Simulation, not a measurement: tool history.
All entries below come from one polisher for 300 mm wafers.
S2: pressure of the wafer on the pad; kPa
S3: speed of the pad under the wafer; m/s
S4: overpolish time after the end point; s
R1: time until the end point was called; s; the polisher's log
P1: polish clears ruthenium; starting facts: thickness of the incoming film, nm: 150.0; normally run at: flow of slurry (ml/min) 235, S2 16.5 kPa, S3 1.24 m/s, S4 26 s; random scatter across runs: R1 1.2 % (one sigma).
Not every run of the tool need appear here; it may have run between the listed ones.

run 1 hour=7 | flow_of_slurry_(ml/min)=235 S2=16.5 S3=1.24 S4=26 | R1=94.161
run 2 hour=16.9 | flow_of_slurry_(ml/min)=235 S2=16.5 S3=1.24 S4=26 | R1=93.746
run 3 hour=24.4 | flow_of_slurry_(ml/min)=140 S2=16.5 S3=1.24 S4=26 | R1=101.15
run 4 hour=32.7 | flow_of_slurry_(ml/min)=235 S2=16.5 S3=0.68 S4=26 | R1=167.48
run 5 hour=38.5 | flow_of_slurry_(ml/min)=235 S2=16.5 S3=1.24 S4=26 | R1=94.533
run 6 hour=47.7 | flow_of_slurry_(ml/min)=235 S2=16.5 S3=1.24 S4=48 | R1=92.174
run 7 hour=52.5 | flow_of_slurry_(ml/min)=235 S2=16.5 S3=1.96 S4=26 | R1=59.665
run 8 hour=61.1 | flow_of_slurry_(ml/min)=235 S2=16.5 S3=1.24 S4=26 | R1=95.679
-- hour=63.7 slurry nozzle cleaned
run 9 hour=65.8 | flow_of_slurry_(ml/min)=175 S2=16.5 S3=1.24 S4=8 | R1=96.48
run 10 hour=75.3 | flow_of_slurry_(ml/min)=235 S2=16.5 S3=1.24 S4=26 | R1=95.856

What will run 11 give?
run 11 hour=80.1 | flow_of_slurry_(ml/min)=325 S2=16.5 S3=1.24 S4=26 | R1=?

Run 11 gave R1 92.256 s.

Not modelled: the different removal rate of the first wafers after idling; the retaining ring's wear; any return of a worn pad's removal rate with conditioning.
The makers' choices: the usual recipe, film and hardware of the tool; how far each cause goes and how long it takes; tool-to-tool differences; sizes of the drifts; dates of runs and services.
